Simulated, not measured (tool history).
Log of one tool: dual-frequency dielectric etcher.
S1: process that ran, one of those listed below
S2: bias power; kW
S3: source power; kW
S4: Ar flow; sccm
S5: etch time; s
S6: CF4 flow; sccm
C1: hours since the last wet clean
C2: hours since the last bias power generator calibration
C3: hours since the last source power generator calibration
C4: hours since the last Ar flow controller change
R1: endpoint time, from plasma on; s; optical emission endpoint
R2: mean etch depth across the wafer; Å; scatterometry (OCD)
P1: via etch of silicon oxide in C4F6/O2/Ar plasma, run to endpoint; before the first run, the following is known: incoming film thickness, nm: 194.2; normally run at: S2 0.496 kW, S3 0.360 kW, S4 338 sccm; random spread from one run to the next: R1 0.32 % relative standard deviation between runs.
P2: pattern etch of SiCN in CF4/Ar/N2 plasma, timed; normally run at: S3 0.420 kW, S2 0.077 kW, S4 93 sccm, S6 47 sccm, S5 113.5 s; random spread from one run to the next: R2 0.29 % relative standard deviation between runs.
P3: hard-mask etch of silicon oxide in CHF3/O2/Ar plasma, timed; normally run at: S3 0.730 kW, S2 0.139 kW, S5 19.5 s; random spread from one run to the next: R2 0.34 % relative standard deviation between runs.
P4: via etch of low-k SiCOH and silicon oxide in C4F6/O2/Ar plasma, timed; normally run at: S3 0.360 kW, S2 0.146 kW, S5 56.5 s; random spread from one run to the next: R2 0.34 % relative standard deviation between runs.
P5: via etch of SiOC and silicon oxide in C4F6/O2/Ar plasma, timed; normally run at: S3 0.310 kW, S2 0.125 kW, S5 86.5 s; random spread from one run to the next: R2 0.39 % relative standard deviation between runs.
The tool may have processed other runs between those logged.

Run 1, hour 5.7: S1 P1, S2 0.496 kW, S3 0.360 kW, S4 338 sccm; C1 332.2; C2 2948.4; C3 1633.4; C4 890.3. Result: R1 44.340 s.
Run 2, hour 14.2: S1 P1, S2 0.588 kW, S3 0.360 kW, S4 338 sccm; C1 340.7; C2 2956.9; C3 1641.9; C4 898.8. Result: R1 41.768 s.
Run 3, hour 24.0: S1 P4, S2 0.180 kW, S3 0.360 kW, S5 56.5 s; C1 350.5; C2 2966.7; C3 1651.7; C4 908.6. Result: R2 1466.00 Å.
Run 4, hour 31.7: S1 P2, S2 0.077 kW, S3 0.420 kW, S4 93 sccm, S5 113.5 s, S6 36 sccm; C1 358.2; C2 2974.4; C3 1659.4; C4 916.3. Result: R2 869.45 Å.
Run 5, hour 44.1: S1 P2, S2 0.077 kW, S3 0.540 kW, S4 93 sccm, S5 113.5 s, S6 47 sccm; C1 370.6; C2 2986.8; C3 1671.8; C4 928.7. Result: R2 1123.80 Å.
Run 6, hour 54.9: S1 P2, S2 0.077 kW, S3 0.420 kW, S4 55 sccm, S5 113.5 s, S6 47 sccm; C1 381.4; C2 2997.6; C3 1682.6; C4 939.5. Result: R2 978.58 Å.
Run 7, hour 61.6: S1 P1, S2 0.593 kW, S3 0.230 kW, S4 338 sccm; C1 388.1; C2 3004.3; C3 1689.3; C4 946.2. Result: R1 48.603 s.
Run 8, hour 68.4: S1 P1, S2 0.409 kW, S3 0.270 kW, S4 338 sccm; C1 394.9; C2 3011.1; C3 1696.1; C4 953.0. Result: R1 53.006 s.
Run 9, hour 76.2: S1 P1, S2 0.496 kW, S3 0.470 kW, S4 338 sccm; C1 402.7; C2 3018.9; C3 1703.9; C4 960.8. Result: R1 40.346 s.
Run 10, hour 85.6: S1 P1, S2 0.327 kW, S3 0.360 kW, S4 338 sccm; C1 412.1; C2 3028.3; C3 1713.3; C4 970.2. Result: R1 51.682 s.
Run 11, hour 94.4: S1 P5, S2 0.076 kW, S3 0.310 kW, S5 86.5 s; C1 420.9; C2 3037.1; C3 1722.1; C4 979.0. Result: R2 670.85 Å.
Run 12, hour 105.0: S1 P1, S2 0.496 kW, S3 0.360 kW, S4 338 sccm; C1 431.5; C2 3047.7; C3 1732.7; C4 989.6. Result: R1 44.527 s.
Run 13, hour 111.2: S1 P3, S2 0.139 kW, S3 0.930 kW, S5 19.5 s; C1 437.7; C2 3053.9; C3 1738.9; C4 995.8. Result: R2 422.84 Å.
Run 14, hour 122.7: S1 P5, S2 0.125 kW, S3 0.250 kW, S5 86.5 s; C1 449.2; C2 3065.4; C3 1750.4; C4 1007.3. Result: R2 708.72 Å.
Run 15, hour 129.6: S1 P1, S2 0.496 kW, S3 0.480 kW, S4 412 sccm; C1 456.1; C2 3072.3; C3 1757.3; C4 1014.2. Result: R1 40.771 s.
At hour 136.1: Ar flow controller replaced.
At hour 137.7: wet clean of the chamber.
Run 16, hour 138.9: S1 P5, S2 0.125 kW, S3 0.310 kW, S5 86.5 s; C1 1.2; C2 3081.6; C3 1766.6; C4 2.9. Result: R2 777.77 Å.
Run 17, hour 148.3: S1 P3, S2 0.139 kW, S3 0.730 kW, S5 19.5 s; C1 10.6; C2 3091.0; C3 1776.0; C4 12.3. Result: R2 380.18 Å.
Run 18, hour 154.0: S1 P3, S2 0.111 kW, S3 0.730 kW, S5 19.5 s; C1 16.3; C2 3096.7; C3 1781.7; C4 18.0. Result: R2 357.04 Å.
Run 19, hour 161.6: S1 P5, S2 0.125 kW, S3 0.310 kW, S5 54.5 s; C1 23.9; C2 3104.3; C3 1789.3; C4 25.6. Result: R2 486.08 Å.
Run 20, hour 167.2: S1 P3, S2 0.139 kW, S3 0.730 kW, S5 19.5 s; C1 29.5; C2 3109.9; C3 1794.9; C4 31.2. Result: R2 382.77 Å.
Run 21, hour 176.5: S1 P1, S2 0.496 kW, S3 0.360 kW, S4 338 sccm; C1 38.8; C2 3119.2; C3 1804.2; C4 40.5. Result: R1 44.375 s.
Run 22, hour 187.8: S1 P3, S2 0.139 kW, S3 0.730 kW, S5 10.5 s; C1 50.1; C2 3130.5; C3 1815.5; C4 51.8. Result: R2 205.34 Å.
Run 23, hour 197.6: S1 P4, S2 0.146 kW, S3 0.360 kW, S5 44.0 s; C1 59.9; C2 3140.3; C3 1825.3; C4 61.6. Result: R2 1078.10 Å.
Run 24, hour 208.2: S1 P2, S2 0.077 kW, S3 0.420 kW, S4 93 sccm, S5 62.5 s, S6 47 sccm; C1 70.5; C2 3150.9; C3 1835.9; C4 72.2. Result: R2 500.45 Å.
Run 25, hour 216.2: S1 P2, S2 0.077 kW, S3 0.420 kW, S4 93 sccm, S5 113.5 s, S6 47 sccm; C1 78.5; C2 3158.9; C3 1843.9; C4 80.2. Result: R2 905.30 Å.
Run 26, hour 224.4: S1 P1, S2 0.496 kW, S3 0.360 kW, S4 338 sccm; C1 86.7; C2 3167.1; C3 1852.1; C4 88.4. Result: R1 44.405 s.
Run 27, hour 231.6: S1 P1, S2 0.496 kW, S3 0.360 kW, S4 460 sccm; C1 93.9; C2 3174.3; C3 1859.3; C4 95.6. Result: R1 46.116 s.
Run 28, hour 240.8: S1 P4, S2 0.146 kW, S3 0.360 kW, S5 56.5 s; C1 103.1; C2 3183.5; C3 1868.5; C4 104.8. Result: R2 1375.80 Å.
Run 29, hour 250.4: S1 P1, S2 0.496 kW, S3 0.230 kW, S4 338 sccm; C1 112.7; C2 3193.1; C3 1878.1; C4 114.4. Result: R1 52.592 s.
Run 30, hour 255.9: S1 P5, S2 0.125 kW, S3 0.310 kW, S5 86.5 s; C1 118.2; C2 3198.6; C3 1883.6; C4 119.9. Result: R2 769.03 Å.
Run 31, hour 264.4: S1 P1, S2 0.496 kW, S3 0.360 kW, S4 277 sccm; C1 126.7; C2 3207.1; C3 1892.1; C4 128.4. Result: R1 43.572 s.
Run 32, hour 276.7: S1 P1, S2 0.496 kW, S3 0.360 kW, S4 338 sccm; C1 139.0; C2 3219.4; C3 1904.4; C4 140.7. Result: R1 44.631 s.
Run 33, hour 286.3: S1 P4, S2 0.146 kW, S3 0.500 kW, S5 56.5 s; C1 148.6; C2 3229.0; C3 1914.0; C4 150.3. Result: R2 1568.60 Å.
Run 34, hour 294.9: S1 P1, S2 0.496 kW, S3 0.360 kW, S4 338 sccm; C1 157.2; C2 3237.6; C3 1922.6; C4 158.9. Result: R1 44.541 s.
Run 35, hour 302.5: S1 P2, S2 0.049 kW, S3 0.420 kW, S4 93 sccm, S5 113.5 s, S6 47 sccm; C1 164.8; C2 3245.2; C3 1930.2; C4 166.5. Result: R2 772.63 Å.
Run 36, hour 308.0: S1 P1, S2 0.496 kW, S3 0.360 kW, S4 338 sccm; C1 170.3; C2 3250.7; C3 1935.7; C4 172.0. Result: R1 44.523 s.
Run 37, hour 315.4: S1 P1, S2 0.496 kW, S3 0.360 kW, S4 338 sccm; C1 177.7; C2 3258.1; C3 1943.1; C4 179.4. Result: R1 44.886 s.
Run 38, hour 325.9: S1 P1, S2 0.496 kW, S3 0.360 kW, S4 338 sccm; C1 188.2; C2 3268.6; C3 1953.6; C4 189.9. Result: R1 44.863 s.
Run 39, hour 333.2: S1 P1, S2 0.496 kW, S3 0.360 kW, S4 338 sccm; C1 195.5; C2 3275.9; C3 1960.9; C4 197.2. Result: R1 45.129 s.
At hour 342.3: wet clean of the chamber.
Run 40, hour 344.6: S1 P1, S2 0.496 kW, S3 0.360 kW, S4 338 sccm; C1 2.3; C2 3287.3; C3 1972.3; C4 208.6. Result: R1 45.336 s.
At hour 349.5: Ar flow controller replaced.
Run 41, hour 353.7: S1 P1, S2 0.496 kW, S3 0.360 kW, S4 338 sccm; C1 11.4; C2 3296.4; C3 1981.4; C4 4.2. Result: R1 45.307 s.
Run 42, hour 363.3: S1 P1, S2 0.496 kW, S3 0.360 kW, S4 338 sccm; C1 21.0; C2 3306.0; C3 1991.0; C4 13.8. Result: R1 45.351 s.

Compared with where it was, what P1 gives has crept away. Each cause listed below fits the log as well as the rest, at the size given for it:
A: source power that arrives under what is set, % = 4.49
B: bias power that arrives under what is set, % = 4.41
The process output started creeping at around hour 308.0.
Excluded causes, each with its reason:
chamber walls in a state that lowers the etch rate, %: its service at hour 342.3 followed the start of the drift and did not put the process back to its old value
Ar flow that arrives over what is set, %: its service at hour 349.5 followed the start of the drift and did not put the process back to its old value

4 check runs are offered, one wafer each, their results left as question marks. Which one tells the causes apart?
Run check 1, hour 372.9: S1 P5, S2 0.125 kW, S3 0.310 kW, S5 86.5 s. Result: R2 ?.
Run check 2, hour 372.9: S1 P2, S2 0.077 kW, S3 0.420 kW, S4 93 sccm, S5 113.5 s, S6 47 sccm. Result: R2 ?.
Run check 3, hour 372.9: S1 P4, S2 0.146 kW, S3 0.360 kW, S5 56.5 s. Result: R2 ?.
Run check 4, hour 372.9: S1 P3, S2 0.139 kW, S3 0.730 kW, S5 19.5 s. Result: R2 ?.

Expected result of each check under each candidate cause:
  check  result     if A     if B
check 1      R2   757.95   761.37
check 2      R2   870.64   891.16
check 3      R2  1354.90  1360.90
check 4      R2   375.84   377.30
Per check, the gap between the least separated pair of causes, taken in the result that splits them most: check 1 0.45 %; check 2 2.33 %; check 3 0.44 %; check 4 0.39 %
Check 2 distinguishes between the causes, while the remaining checks would return nearly the same result for all of them.

Check 2 was then run and gave: R2 892.16 Å. Which cause is it?

The cause is B: bias power that arrives under what is set, %.
